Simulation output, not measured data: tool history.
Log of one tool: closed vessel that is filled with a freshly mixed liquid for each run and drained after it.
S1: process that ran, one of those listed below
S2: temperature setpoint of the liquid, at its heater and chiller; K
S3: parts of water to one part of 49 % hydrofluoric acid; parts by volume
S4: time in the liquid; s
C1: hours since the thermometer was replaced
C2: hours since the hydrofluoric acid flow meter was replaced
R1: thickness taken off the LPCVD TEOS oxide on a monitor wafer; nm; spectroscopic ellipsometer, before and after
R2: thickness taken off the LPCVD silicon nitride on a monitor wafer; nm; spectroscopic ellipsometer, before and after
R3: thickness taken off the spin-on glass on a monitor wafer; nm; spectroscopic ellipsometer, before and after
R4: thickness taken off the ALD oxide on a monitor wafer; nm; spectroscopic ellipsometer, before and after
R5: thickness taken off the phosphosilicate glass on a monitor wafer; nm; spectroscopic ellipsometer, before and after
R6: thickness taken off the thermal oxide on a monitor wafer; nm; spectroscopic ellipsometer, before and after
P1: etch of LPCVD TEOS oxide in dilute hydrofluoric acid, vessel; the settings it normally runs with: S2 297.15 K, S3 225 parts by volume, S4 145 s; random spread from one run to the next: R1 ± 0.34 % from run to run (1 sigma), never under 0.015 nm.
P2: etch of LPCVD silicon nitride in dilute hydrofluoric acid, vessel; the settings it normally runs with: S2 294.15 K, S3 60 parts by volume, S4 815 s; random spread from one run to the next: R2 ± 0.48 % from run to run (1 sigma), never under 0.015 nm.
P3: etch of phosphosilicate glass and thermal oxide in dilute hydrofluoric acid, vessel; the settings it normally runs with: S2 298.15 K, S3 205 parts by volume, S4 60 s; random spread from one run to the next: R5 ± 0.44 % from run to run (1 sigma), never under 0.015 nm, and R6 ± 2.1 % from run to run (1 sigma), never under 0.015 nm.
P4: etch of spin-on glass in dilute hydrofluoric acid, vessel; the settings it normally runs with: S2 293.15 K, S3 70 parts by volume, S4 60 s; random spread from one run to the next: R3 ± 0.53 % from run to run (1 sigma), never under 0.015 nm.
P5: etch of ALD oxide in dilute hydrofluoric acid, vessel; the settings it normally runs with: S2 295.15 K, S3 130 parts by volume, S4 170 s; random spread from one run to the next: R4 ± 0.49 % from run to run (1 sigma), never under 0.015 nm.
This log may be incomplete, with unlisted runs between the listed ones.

{"run": 1, "hour": 4.1, "S1": "P1", "S2": 297.15, "S3": 225, "S4": 145, "C1": 1282.8, "C2": 640.0, "R1": 19.057}
{"run": 2, "hour": 7.6, "S1": "P2", "S2": 294.15, "S3": 60, "S4": 365, "C1": 1286.3, "C2": 643.5, "R2": 2.3398}
{"run": 3, "hour": 9.9, "S1": "P1", "S2": 290.15, "S3": 225, "S4": 145, "C1": 1288.6, "C2": 645.8, "R1": 14.732}
{"run": 4, "hour": 11.9, "S1": "P1", "S2": 297.15, "S3": 225, "S4": 145, "C1": 1290.6, "C2": 647.8, "R1": 19.13}
{"run": 5, "hour": 16.1, "S1": "P1", "S2": 297.15, "S3": 375, "S4": 145, "C1": 1294.8, "C2": 652.0, "R1": 9.9554}
{"run": 6, "hour": 20.2, "S1": "P1", "S2": 297.15, "S3": 225, "S4": 145, "C1": 1298.9, "C2": 656.1, "R1": 19.137}
{"run": 7, "hour": 24.8, "S1": "P4", "S2": 300.65, "S3": 70, "S4": 60, "C1": 1303.5, "C2": 660.7, "R3": 37.977}
{"run": 8, "hour": 27.3, "S1": "P4", "S2": 293.15, "S3": 70, "S4": 120, "C1": 1306.0, "C2": 663.2, "R3": 55.656}
{"run": 9, "hour": 31.2, "S1": "P4", "S2": 293.15, "S3": 70, "S4": 60, "C1": 1309.9, "C2": 667.1, "R3": 27.891}
{"hour": 34.0, "done": "hydrofluoric acid flow meter replaced"}
{"run": 10, "hour": 34.7, "S1": "P2", "S2": 294.15, "S3": 105, "S4": 815, "C1": 1313.4, "C2": 0.8, "R2": 3.0251}
{"run": 11, "hour": 37.8, "S1": "P5", "S2": 295.15, "S3": 210, "S4": 170, "C1": 1316.5, "C2": 3.9, "R4": 13.098}
{"run": 12, "hour": 40.0, "S1": "P4", "S2": 293.15, "S3": 125, "S4": 60, "C1": 1318.7, "C2": 6.1, "R3": 14.629}
{"run": 13, "hour": 43.2, "S1": "P2", "S2": 294.15, "S3": 60, "S4": 815, "C1": 1321.9, "C2": 9.3, "R2": 5.1743}
{"run": 14, "hour": 45.3, "S1": "P3", "S2": 298.15, "S3": 205, "S4": 110, "C1": 1324.0, "C2": 11.4, "R5": 67.533, "R6": 2.3014}
{"run": 15, "hour": 48.9, "S1": "P1", "S2": 297.15, "S3": 225, "S4": 145, "C1": 1327.6, "C2": 15.0, "R1": 19.168}
{"run": 16, "hour": 51.6, "S1": "P4", "S2": 293.15, "S3": 70, "S4": 60, "C1": 1330.3, "C2": 17.7, "R3": 27.839}
{"run": 17, "hour": 53.5, "S1": "P5", "S2": 295.15, "S3": 130, "S4": 170, "C1": 1332.2, "C2": 19.6, "R4": 23.19}
{"run": 18, "hour": 57.4, "S1": "P5", "S2": 299.15, "S3": 130, "S4": 170, "C1": 1336.1, "C2": 23.5, "R4": 26.838}
{"run": 19, "hour": 60.3, "S1": "P5", "S2": 295.15, "S3": 130, "S4": 280, "C1": 1339.0, "C2": 26.4, "R4": 38.266}
{"run": 20, "hour": 64.2, "S1": "P1", "S2": 297.15, "S3": 225, "S4": 210, "C1": 1342.9, "C2": 30.3, "R1": 27.673}
{"run": 21, "hour": 67.3, "S1": "P1", "S2": 297.15, "S3": 60, "S4": 145, "C1": 1346.0, "C2": 33.4, "R1": 86.865}
{"run": 22, "hour": 71.1, "S1": "P1", "S2": 301.65, "S3": 105, "S4": 145, "C1": 1349.8, "C2": 37.2, "R1": 55.7}
{"run": 23, "hour": 75.0, "S1": "P3", "S2": 292.15, "S3": 205, "S4": 60, "C1": 1353.7, "C2": 41.1, "R5": 29.201, "R6": 1.0034}
{"run": 24, "hour": 77.3, "S1": "P3", "S2": 298.15, "S3": 205, "S4": 60, "C1": 1356.0, "C2": 43.4, "R5": 36.868, "R6": 1.2733}
{"run": 25, "hour": 79.8, "S1": "P1", "S2": 297.15, "S3": 225, "S4": 145, "C1": 1358.5, "C2": 45.9, "R1": 18.96}
{"run": 26, "hour": 83.7, "S1": "P1", "S2": 297.15, "S3": 225, "S4": 145, "C1": 1362.4, "C2": 49.8, "R1": 19.156}
{"run": 27, "hour": 88.0, "S1": "P1", "S2": 301.65, "S3": 225, "S4": 145, "C1": 1366.7, "C2": 54.1, "R1": 22.549}
{"run": 28, "hour": 92.0, "S1": "P3", "S2": 298.15, "S3": 40, "S4": 60, "C1": 1370.7, "C2": 58.1, "R5": 230.61, "R6": 7.6136}
{"run": 29, "hour": 95.5, "S1": "P1", "S2": 297.15, "S3": 225, "S4": 75, "C1": 1374.2, "C2": 61.6, "R1": 9.954}
{"run": 30, "hour": 98.9, "S1": "P2", "S2": 301.65, "S3": 60, "S4": 815, "C1": 1377.6, "C2": 65.0, "R2": 8.5922}
{"run": 31, "hour": 100.9, "S1": "P3", "S2": 298.15, "S3": 205, "S4": 60, "C1": 1379.6, "C2": 67.0, "R5": 36.864, "R6": 1.2289}
{"run": 32, "hour": 104.7, "S1": "P1", "S2": 297.15, "S3": 225, "S4": 145, "C1": 1383.4, "C2": 70.8, "R1": 19.133}
{"run": 33, "hour": 108.4, "S1": "P1", "S2": 297.15, "S3": 225, "S4": 145, "C1": 1387.1, "C2": 74.5, "R1": 19.764}
{"run": 34, "hour": 112.3, "S1": "P1", "S2": 297.15, "S3": 225, "S4": 145, "C1": 1391.0, "C2": 78.4, "R1": 20.157}
{"run": 35, "hour": 114.7, "S1": "P1", "S2": 297.15, "S3": 225, "S4": 145, "C1": 1393.4, "C2": 80.8, "R1": 20.332}
{"run": 36, "hour": 116.9, "S1": "P1", "S2": 297.15, "S3": 225, "S4": 145, "C1": 1395.6, "C2": 83.0, "R1": 20.485}
{"run": 37, "hour": 119.7, "S1": "P1", "S2": 297.15, "S3": 225, "S4": 145, "C1": 1398.4, "C2": 85.8, "R1": 20.607}
{"run": 38, "hour": 122.8, "S1": "P1", "S2": 297.15, "S3": 225, "S4": 145, "C1": 1401.5, "C2": 88.9, "R1": 20.655}

Expected results for the next run?
{"run": 39, "hour": 127.0, "S1": "P1", "S2": 297.15, "S3": 225, "S4": 145, "C1": 1405.7, "C2": 93.1, "R1": "?"}

Run 39 yielded R1 20.5410 nm.
